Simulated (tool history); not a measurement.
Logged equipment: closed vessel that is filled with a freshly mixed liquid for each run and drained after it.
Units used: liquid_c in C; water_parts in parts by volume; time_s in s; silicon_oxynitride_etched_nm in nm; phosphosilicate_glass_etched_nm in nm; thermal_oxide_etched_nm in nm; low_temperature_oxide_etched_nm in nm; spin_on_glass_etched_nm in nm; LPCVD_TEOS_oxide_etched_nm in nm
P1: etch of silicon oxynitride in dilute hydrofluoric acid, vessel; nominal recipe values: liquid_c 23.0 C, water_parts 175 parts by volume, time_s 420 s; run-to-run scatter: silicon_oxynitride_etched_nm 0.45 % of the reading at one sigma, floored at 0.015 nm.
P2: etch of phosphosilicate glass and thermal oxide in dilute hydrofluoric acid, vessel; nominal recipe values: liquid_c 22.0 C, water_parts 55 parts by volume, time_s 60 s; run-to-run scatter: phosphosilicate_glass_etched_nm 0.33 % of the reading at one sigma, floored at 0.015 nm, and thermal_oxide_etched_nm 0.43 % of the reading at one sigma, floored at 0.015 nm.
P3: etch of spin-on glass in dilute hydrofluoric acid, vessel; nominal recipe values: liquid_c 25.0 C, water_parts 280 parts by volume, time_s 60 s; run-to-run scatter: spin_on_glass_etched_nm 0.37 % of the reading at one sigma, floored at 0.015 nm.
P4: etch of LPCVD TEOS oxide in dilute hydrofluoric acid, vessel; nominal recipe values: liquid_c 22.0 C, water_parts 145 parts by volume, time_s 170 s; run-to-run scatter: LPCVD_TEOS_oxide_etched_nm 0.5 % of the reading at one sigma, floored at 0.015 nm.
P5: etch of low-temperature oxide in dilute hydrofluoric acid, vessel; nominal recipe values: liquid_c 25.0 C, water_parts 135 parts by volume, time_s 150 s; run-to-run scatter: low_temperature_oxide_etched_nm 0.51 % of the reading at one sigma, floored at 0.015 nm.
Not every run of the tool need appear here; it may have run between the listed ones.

| run | hour | process | liquid_c | water_parts | time_s | hours since the thermometer was replaced | hours since the hydrofluoric acid flow meter was replaced | silicon_oxynitride_etched_nm | phosphosilicate_glass_etched_nm | thermal_oxide_etched_nm | low_temperature_oxide_etched_nm | spin_on_glass_etched_nm | LPCVD_TEOS_oxide_etched_nm |
|---|---|---|---|---|---|---|---|---|---|---|---|---|---|
| 1 | 6.7 | P1 | 23.0 | 175 | 420 | 698.8 | 306.0 | 4.7720 |  |  |  |  |  |
| 2 | 12.3 | P1 | 23.0 | 175 | 85 | 704.4 | 311.6 | 0.9503 |  |  |  |  |  |
| 3 | 16.5 | P2 | 22.0 | 55 | 60 | 708.6 | 315.8 |  | 61.811 | 4.7907 |  |  |  |
| 4 | 22.2 | P5 | 17.0 | 135 | 150 | 714.3 | 321.5 |  |  |  | 12.7510 |  |  |
| 5 | 25.7 | P2 | 30.0 | 55 | 60 | 717.8 | 325.0 |  | 84.877 | 6.6151 |  |  |  |
| 6 | 29.3 | P3 | 25.0 | 280 | 60 | 721.4 | 328.6 |  |  |  |  | 5.9589 |  |
| 7 | 35.1 | P5 | 25.0 | 135 | 50 | 727.2 | 334.4 |  |  |  | 5.8806 |  |  |
| 8 | 40.1 | P1 | 23.0 | 105 | 420 | 732.2 | 339.4 | 8.4335 |  |  |  |  |  |
| 9 | 43.4 | P1 | 31.0 | 175 | 420 | 735.5 | 342.7 | 6.7930 |  |  |  |  |  |
| 10 | 50.2 | P1 | 23.0 | 320 | 420 | 742.3 | 349.5 | 2.3676 |  |  |  |  |  |
| 11 | 56.5 | P1 | 31.0 | 40 | 420 | 748.6 | 355.8 | 33.9590 |  |  |  |  |  |
| 12 | 60.1 | P5 | 25.0 | 205 | 150 | 752.2 | 359.4 |  |  |  | 10.6270 |  |  |
| 13 | 65.0 | P4 | 22.0 | 145 | 170 | 757.1 | 364.3 |  |  |  |  |  | 47.6230 |
| 14 | 68.2 | P1 | 23.0 | 175 | 420 | 760.3 | 367.5 | 4.7455 |  |  |  |  |  |
| 15 | 75.0 | P3 | 30.0 | 280 | 60 | 767.1 | 374.3 |  |  |  |  | 7.0499 |  |
| 16 | 78.1 | P1 | 19.5 | 175 | 620 | 770.2 | 377.4 | 5.9867 |  |  |  |  |  |
| 17 | 84.2 | P1 | 17.0 | 175 | 245 | 776.3 | 383.5 | 2.0739 |  |  |  |  |  |
| 18 | 88.1 | P1 | 23.0 | 175 | 420 | 780.2 | 387.4 | 4.7504 |  |  |  |  |  |
| 19 | 94.8 | P5 | 25.0 | 135 | 150 | 786.9 | 394.1 |  |  |  | 17.7140 |  |  |
| 20 | 100.5 | P3 | 25.0 | 395 | 60 | 792.6 | 399.8 |  |  |  |  | 3.7965 |  |
| 21 | 104.9 | P4 | 17.0 | 145 | 170 | 797.0 | 404.2 |  |  |  |  |  | 38.9500 |
| 22 | 107.8 | P4 | 22.0 | 145 | 30 | 799.9 | 407.1 |  |  |  |  |  | 8.4162 |
| 23 | 113.8 | P1 | 23.0 | 175 | 765 | 805.9 | 413.1 | 8.6285 |  |  |  |  |  |
| 24 | 119.4 | P3 | 25.0 | 280 | 115 | 811.5 | 418.7 |  |  |  |  | 11.3490 |  |
| 25 | 122.5 | P2 | 22.0 | 55 | 110 | 814.6 | 421.8 |  | 112.770 | 8.7703 |  |  |  |
| 26 | 128.1 | P1 | 23.0 | 175 | 420 | 820.2 | 427.4 | 4.7823 |  |  |  |  |  |
| 27 | 134.5 | P2 | 22.0 | 95 | 60 | 826.6 | 433.8 |  | 34.064 | 2.6429 |  |  |  |
| 28 | 138.4 | P3 | 25.0 | 280 | 60 | 830.5 | 437.7 |  |  |  |  | 5.9776 |  |
| 29 | 144.5 | P1 | 23.0 | 175 | 420 | 836.6 | 443.8 | 4.7505 |  |  |  |  |  |
| 30 | 149.9 | P1 | 17.0 | 175 | 420 | 842.0 | 449.2 | 3.6133 |  |  |  |  |  |
| 31 | 153.0 | P4 | 22.0 | 45 | 170 | 845.1 | 452.3 |  |  |  |  |  | 171.3800 |
| 32 | 159.0 | P4 | 22.0 | 145 | 170 | 851.1 | 458.3 |  |  |  |  |  | 47.8320 |
| 33 | 164.6 | P1 | 23.0 | 175 | 420 | 856.7 | 463.9 | 4.7849 |  |  |  |  |  |
| 34 | 171.0 | P1 | 23.0 | 175 | 420 | 863.1 | 470.3 | 4.7323 |  |  |  |  |  |
| 35 | 175.8 | P1 | 23.0 | 175 | 420 | 867.9 | 475.1 | 4.6859 |  |  |  |  |  |
| 36 | 180.6 | P1 | 23.0 | 175 | 420 | 872.7 | 479.9 | 4.6314 |  |  |  |  |  |
| 37 | 186.0 | P1 | 23.0 | 175 | 420 | 878.1 | 485.3 | 4.5347 |  |  |  |  |  |
| 38 | 192.2 | P1 | 23.0 | 175 | 420 | 884.3 | 491.5 | 4.5031 |  |  |  |  |  |
| 39 | 197.9 | P1 | 23.0 | 175 | 420 | 890.0 | 497.2 | 4.4701 |  |  |  |  |  |
| 40 | 203.4 | P1 | 23.0 | 175 | 420 | 895.5 | 502.7 | 4.4224 |  |  |  |  |  |
| 41 | 208.4 | P1 | 23.0 | 175 | 420 | 900.5 | 507.7 | 4.3895 |  |  |  |  |  |
| 42 | 211.9 | P1 | 23.0 | 175 | 420 | 904.0 | 511.2 | 4.4312 |  |  |  |  |  |
| 43 | 216.8 | P1 | 23.0 | 175 | 420 | 908.9 | 516.1 | 4.4065 |  |  |  |  |  |
| 44 | 222.4 | P1 | 23.0 | 175 | 420 | 914.5 | 521.7 | 4.3700 |  |  |  |  |  |
| 45 | 228.4 | P1 | 23.0 | 175 | 420 | 920.5 | 527.7 | 4.3850 |  |  |  |  |  |

What P1 gives has crept away from where it was. These 2 causes fit the log equally well, each at the size given:
A: hydrofluoric acid flow below the setpoint (%) = 7.09
B: liquid colder than its thermometer reads (K) = 1.82
Onset of the creep was near hour 171.0.

Listed below are the offered check runs, one wafer per run, with question marks in place of results. For which of them would the causes give clearly different outcomes?
| check 1 | 234.4 | P4 | 18.5 | 85 | 170 |  |  |  |  |  |  |  | ? |
| check 2 | 234.4 | P5 | 18.0 | 135 | 150 |  |  |  |  |  | ? |  |  |
| check 3 | 234.4 | P3 | 25.0 | 280 | 105 |  |  |  |  |  |  | ? |  |
| check 4 | 234.4 | P2 | 25.0 | 55 | 95 |  |  |  | ? | ? |  |  |  |

If the cause were each of the candidates in turn, the checks would give the following:
| check | result | if A | if B |
|---|---|---|---|
| check 1 | LPCVD_TEOS_oxide_etched_nm | 69.5010 | 69.7530 |
| check 2 | low_temperature_oxide_etched_nm | 12.2960 | 12.4030 |
| check 3 | spin_on_glass_etched_nm | 9.4659 | 9.7645 |
| check 4 | phosphosilicate_glass_etched_nm | 102.230 | 102.710 |
| check 4 | thermal_oxide_etched_nm | 7.9260 | 7.9633 |
Minimum pairwise separation of causes per check, each pair taken at its best-separating result: check 1 0.36 %; check 2 0.87 %; check 3 3.11 %; check 4 0.47 %
Of the check runs offered, only check 3 discriminates between the causes; the rest would read about the same regardless of which cause applies.

Check 3 was carried out, with these results: spin_on_glass_etched_nm 9.4572 nm. Which of the listed causes is responsible?

A is the cause: hydrofluoric acid flow below the setpoint (%).
